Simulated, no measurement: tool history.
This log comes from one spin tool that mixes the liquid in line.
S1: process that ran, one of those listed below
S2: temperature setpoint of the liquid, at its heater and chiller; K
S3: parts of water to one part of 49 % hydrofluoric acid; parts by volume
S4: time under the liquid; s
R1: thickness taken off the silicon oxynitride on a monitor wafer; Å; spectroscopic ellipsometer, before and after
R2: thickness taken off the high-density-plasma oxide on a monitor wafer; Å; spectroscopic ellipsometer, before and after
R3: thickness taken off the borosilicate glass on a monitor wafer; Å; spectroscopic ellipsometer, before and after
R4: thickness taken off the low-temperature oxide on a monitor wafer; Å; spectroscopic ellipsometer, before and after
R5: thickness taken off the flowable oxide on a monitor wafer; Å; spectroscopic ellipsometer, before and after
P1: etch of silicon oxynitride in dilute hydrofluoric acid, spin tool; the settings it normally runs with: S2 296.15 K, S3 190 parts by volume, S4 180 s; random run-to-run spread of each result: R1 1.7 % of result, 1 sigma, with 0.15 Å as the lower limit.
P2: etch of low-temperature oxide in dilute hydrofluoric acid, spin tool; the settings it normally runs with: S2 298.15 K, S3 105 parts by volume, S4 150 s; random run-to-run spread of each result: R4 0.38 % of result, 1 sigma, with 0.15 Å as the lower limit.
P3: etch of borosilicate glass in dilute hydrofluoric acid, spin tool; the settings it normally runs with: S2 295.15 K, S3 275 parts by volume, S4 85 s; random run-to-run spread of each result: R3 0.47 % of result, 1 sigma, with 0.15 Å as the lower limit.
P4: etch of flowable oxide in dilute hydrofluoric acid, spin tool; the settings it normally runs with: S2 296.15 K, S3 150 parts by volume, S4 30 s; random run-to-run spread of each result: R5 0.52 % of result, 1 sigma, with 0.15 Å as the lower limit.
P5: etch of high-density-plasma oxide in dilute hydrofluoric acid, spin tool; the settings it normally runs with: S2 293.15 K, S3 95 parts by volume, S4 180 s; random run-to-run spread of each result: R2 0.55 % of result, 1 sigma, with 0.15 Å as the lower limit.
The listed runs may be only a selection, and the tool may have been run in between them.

run	hour	S1	S2	S3	S4	R1	R2	R3	R4	R5
1	6.8	P1	296.15	190	180	14.7410				
2	15.4	P5	293.15	25	180		337.630			
3	22.4	P5	293.15	95	265		119.890			
4	27.2	P1	296.15	190	75	6.1803				
5	33.1	P1	296.15	325	180	8.2559				
6	39.0	P1	296.15	95	60	10.7060				
7	47.1	P5	300.15	95	180		108.610			
8	54.8	P1	296.15	190	180	15.1970				
9	61.6	P3	295.15	160	85			118.910		
10	68.0	P1	296.15	190	180	15.4480				
11	77.9	P2	293.65	105	150				171.40	
12	84.1	P2	298.15	105	280				382.94	
13	93.1	P1	290.65	190	180	11.7980				
14	101.1	P2	298.15	105	150				205.07	
15	105.7	P5	293.15	95	180		81.268			
16	114.6	P4	296.15	150	30					58.075
17	120.5	P4	296.15	150	55					106.170
18	127.2	P1	296.15	95	180	33.3640				
19	136.3	P3	295.15	275	85			61.962		
20	142.1	P4	303.65	150	30					76.709
21	150.2	P2	298.15	20	150				1213.20	
22	157.7	P1	303.65	190	180	20.8560				
23	166.9	P2	298.15	105	150				206.07	
24	174.3	P1	296.15	190	330	28.6500				
25	179.2	P1	296.15	190	180	15.4710				
26	186.2	P3	300.15	275	85			73.351		
27	195.2	P3	295.15	275	160			116.110		
28	200.7	P1	296.15	115	15	2.0400				
29	209.4	P4	296.15	50	30					197.560
30	215.6	P1	296.15	190	180	15.1620				
31	220.3	P4	296.15	150	30					57.531
32	228.4	P1	296.15	190	180	15.0780				
33	232.7	P1	296.15	190	180	15.5580				
34	239.0	P1	296.15	190	180	16.0650				
35	248.7	P1	296.15	190	180	16.2640				
36	257.4	P1	296.15	190	180	16.3500				
37	263.6	P1	296.15	190	180	16.7830				
38	268.6	P1	296.15	190	180	16.8510				
39	274.1	P1	296.15	190	180	17.0920				

The next listed run, before its measurement:
40	282.6	P1	296.15	190	180	?				

R1: 16.9500 Å

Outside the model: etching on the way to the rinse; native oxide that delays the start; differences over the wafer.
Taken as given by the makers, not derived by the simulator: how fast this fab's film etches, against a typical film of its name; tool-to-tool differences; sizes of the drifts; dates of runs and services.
